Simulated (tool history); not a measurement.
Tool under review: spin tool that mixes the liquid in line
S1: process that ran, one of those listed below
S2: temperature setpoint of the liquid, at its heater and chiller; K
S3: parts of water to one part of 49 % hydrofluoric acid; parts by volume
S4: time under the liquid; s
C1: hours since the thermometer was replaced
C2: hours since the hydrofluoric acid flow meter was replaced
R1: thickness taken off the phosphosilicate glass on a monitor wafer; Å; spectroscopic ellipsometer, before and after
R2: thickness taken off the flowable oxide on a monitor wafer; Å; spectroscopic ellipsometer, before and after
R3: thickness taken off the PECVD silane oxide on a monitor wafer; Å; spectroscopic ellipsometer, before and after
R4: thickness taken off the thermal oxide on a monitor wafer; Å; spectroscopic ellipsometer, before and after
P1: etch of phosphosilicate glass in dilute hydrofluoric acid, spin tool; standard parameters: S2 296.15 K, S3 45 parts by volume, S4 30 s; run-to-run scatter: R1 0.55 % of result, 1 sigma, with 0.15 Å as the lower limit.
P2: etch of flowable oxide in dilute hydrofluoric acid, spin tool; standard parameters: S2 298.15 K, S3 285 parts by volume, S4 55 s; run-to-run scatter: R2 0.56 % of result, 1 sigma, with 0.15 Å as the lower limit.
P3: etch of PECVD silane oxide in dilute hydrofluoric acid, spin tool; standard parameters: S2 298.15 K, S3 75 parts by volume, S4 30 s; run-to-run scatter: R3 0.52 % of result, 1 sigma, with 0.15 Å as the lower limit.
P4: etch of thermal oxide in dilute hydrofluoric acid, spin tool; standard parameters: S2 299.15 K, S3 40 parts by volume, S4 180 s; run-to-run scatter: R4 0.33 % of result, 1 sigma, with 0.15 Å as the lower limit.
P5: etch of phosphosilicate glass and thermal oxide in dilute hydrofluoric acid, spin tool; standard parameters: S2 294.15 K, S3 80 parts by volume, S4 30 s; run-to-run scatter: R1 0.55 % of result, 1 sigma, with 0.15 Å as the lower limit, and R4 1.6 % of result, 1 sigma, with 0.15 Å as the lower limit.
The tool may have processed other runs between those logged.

run 1 hour=3.2 | S1=P1 S2=296.15 S3=45 S4=30 | C1=1390.9 C2=1550.3 | R1=968.31
run 2 hour=8.5 | S1=P2 S2=298.15 S3=285 S4=55 | C1=1396.2 C2=1555.6 | R2=69.248
run 3 hour=13.1 | S1=P3 S2=305.15 S3=75 S4=30 | C1=1400.8 C2=1560.2 | R3=291.39
run 4 hour=16.7 | S1=P2 S2=298.15 S3=285 S4=15 | C1=1404.4 C2=1563.8 | R2=19.007
run 5 hour=19.7 | S1=P1 S2=296.15 S3=60 S4=15 | C1=1407.4 C2=1566.8 | R1=359.43
run 6 hour=22.3 | S1=P1 S2=296.15 S3=45 S4=30 | C1=1410 C2=1569.4 | R1=974.61
run 7 hour=25 | S1=P2 S2=304.15 S3=285 S4=55 | C1=1412.7 C2=1572.1 | R2=84.092
run 8 hour=29.7 | S1=P1 S2=296.15 S3=70 S4=30 | C1=1417.4 C2=1576.8 | R1=609.89
run 9 hour=32.6 | S1=P3 S2=298.15 S3=75 S4=60 | C1=1420.3 C2=1579.7 | R3=442.2
run 10 hour=36.1 | S1=P3 S2=298.15 S3=75 S4=30 | C1=1423.8 C2=1583.2 | R3=221.8
run 11 hour=40.7 | S1=P2 S2=298.15 S3=410 S4=55 | C1=1428.4 C2=1587.8 | R2=42.02
run 12 hour=43.6 | S1=P1 S2=296.15 S3=45 S4=30 | C1=1431.3 C2=1590.7 | R1=971.98
run 13 hour=47.2 | S1=P4 S2=299.15 S3=20 S4=180 | C1=1434.9 C2=1594.3 | R4=496.25
run 14 hour=50.4 | S1=P2 S2=298.15 S3=285 S4=55 | C1=1438.1 C2=1597.5 | R2=68.301
run 15 hour=53.5 | S1=P5 S2=294.15 S3=80 S4=15 | C1=1441.2 C2=1600.6 | R1=336.09 R4=7.5503
run 16 hour=56.8 | S1=P1 S2=290.15 S3=45 S4=30 | C1=1444.5 C2=1603.9 | R1=754.87
run 17 hour=61.2 | S1=P3 S2=298.15 S3=75 S4=30 | C1=1448.9 C2=1608.3 | R3=220.8
run 18 hour=65.5 | S1=P4 S2=307.15 S3=40 S4=180 | C1=1453.2 C2=1612.6 | R4=332.2
run 19 hour=70.4 | S1=P1 S2=296.15 S3=20 S4=30 | C1=1458.1 C2=1617.5 | R1=2249.1
run 20 hour=73.7 | S1=P1 S2=296.15 S3=30 S4=55 | C1=1461.4 C2=1620.8 | R1=2702.2
run 21 hour=76.9 | S1=P4 S2=299.15 S3=40 S4=180 | C1=1464.6 C2=1624 | R4=242.38
run 22 hour=81.8 | S1=P5 S2=294.15 S3=40 S4=30 | C1=1469.5 C2=1628.9 | R1=1391.3 R4=34.036
run 23 hour=85.9 | S1=P1 S2=296.15 S3=45 S4=45 | C1=1473.6 C2=1633 | R1=1459.8
run 24 hour=89.7 | S1=P1 S2=296.15 S3=45 S4=30 | C1=1477.4 C2=1636.8 | R1=979.4
run 25 hour=92.7 | S1=P3 S2=298.15 S3=25 S4=30 | C1=1480.4 C2=1639.8 | R3=708.77
-- hour=94.1 hydrofluoric acid flow meter replaced
run 26 hour=96.4 | S1=P1 S2=296.15 S3=45 S4=15 | C1=1484.1 C2=2.3 | R1=486.88
run 27 hour=99.7 | S1=P4 S2=299.15 S3=40 S4=180 | C1=1487.4 C2=5.6 | R4=240.49
run 28 hour=102.9 | S1=P1 S2=296.15 S3=45 S4=30 | C1=1490.6 C2=8.8 | R1=964.94
run 29 hour=107.8 | S1=P1 S2=296.15 S3=45 S4=30 | C1=1495.5 C2=13.7 | R1=970.82
run 30 hour=111.7 | S1=P1 S2=302.65 S3=45 S4=30 | C1=1499.4 C2=17.6 | R1=1264.1
run 31 hour=115.1 | S1=P4 S2=299.15 S3=40 S4=30 | C1=1502.8 C2=21 | R4=40.373
run 32 hour=120.1 | S1=P5 S2=290.15 S3=80 S4=30 | C1=1507.8 C2=26 | R1=557.73 R4=13.545
run 33 hour=124.3 | S1=P5 S2=294.15 S3=80 S4=30 | C1=1512 C2=30.2 | R1=657.74 R4=15.994
run 34 hour=128.7 | S1=P1 S2=296.15 S3=45 S4=30 | C1=1516.4 C2=34.6 | R1=969.43
run 35 hour=133.7 | S1=P1 S2=296.15 S3=45 S4=30 | C1=1521.4 C2=39.6 | R1=1006.2
run 36 hour=137.4 | S1=P1 S2=296.15 S3=45 S4=30 | C1=1525.1 C2=43.3 | R1=1019.9
run 37 hour=141.2 | S1=P1 S2=296.15 S3=45 S4=30 | C1=1528.9 C2=47.1 | R1=1032.2
run 38 hour=144.3 | S1=P1 S2=296.15 S3=45 S4=30 | C1=1532 C2=50.2 | R1=1050.7
run 39 hour=148 | S1=P1 S2=296.15 S3=45 S4=30 | C1=1535.7 C2=53.9 | R1=1044.5
run 40 hour=152.3 | S1=P1 S2=296.15 S3=45 S4=30 | C1=1540 C2=58.2 | R1=1055.7
run 41 hour=157.5 | S1=P1 S2=296.15 S3=45 S4=30 | C1=1545.2 C2=63.4 | R1=1054.1
run 42 hour=161.5 | S1=P1 S2=296.15 S3=45 S4=30 | C1=1549.2 C2=67.4 | R1=1060.7

P1 no longer gives what it gave before; its output has crept away from where it was. The following 2 causes, each at its listed size, fit the log equally well:
A: liquid hotter than its thermometer reads (K) = 2.04
B: hydrofluoric acid flow above the setpoint (%) = 8.26
Onset of the creep was near hour 128.7.

Consider the 4 check runs below, whose results appear as question marks and each of which averages 3 wafers. Which one distinguishes the causes, in that each cause would give it a clearly different result?
run check 1 hour=165.5 | S1=P2 S2=304.15 S3=285 S4=15 | R2=?
run check 2 hour=165.5 | S1=P3 S2=298.15 S3=30 S4=30 | R3=?
run check 3 hour=165.5 | S1=P4 S2=305.15 S3=40 S4=40 | R4=?
run check 4 hour=165.5 | S1=P5 S2=294.15 S3=45 S4=30 | R1=? R4=?

Expected result of each check under each candidate cause:
check=check_1 result=R2 if_A=24.431 if_B=25.42
check=check_2 result=R3 if_A=636.38 if_B=635.42
check=check_3 result=R4 if_A=73.746 if_B=74.142
check=check_4 result=R1 if_A=1341.8 if_B=1339
check=check_4 result=R4 if_A=32.458 if_B=32.391
Per-check spread between the two closest causes, in the result where they differ most: check 1 3.97 %; check 2 0.15 %; check 3 0.54 %; check 4 0.21 %
The causes can be told apart only by check 1. The other checks would give nearly the same results under each of them.

Then check 1 was run and gave: R2 25.65 Å. Which cause is it?

The correct cause is B, namely: hydrofluoric acid flow above the setpoint (%).

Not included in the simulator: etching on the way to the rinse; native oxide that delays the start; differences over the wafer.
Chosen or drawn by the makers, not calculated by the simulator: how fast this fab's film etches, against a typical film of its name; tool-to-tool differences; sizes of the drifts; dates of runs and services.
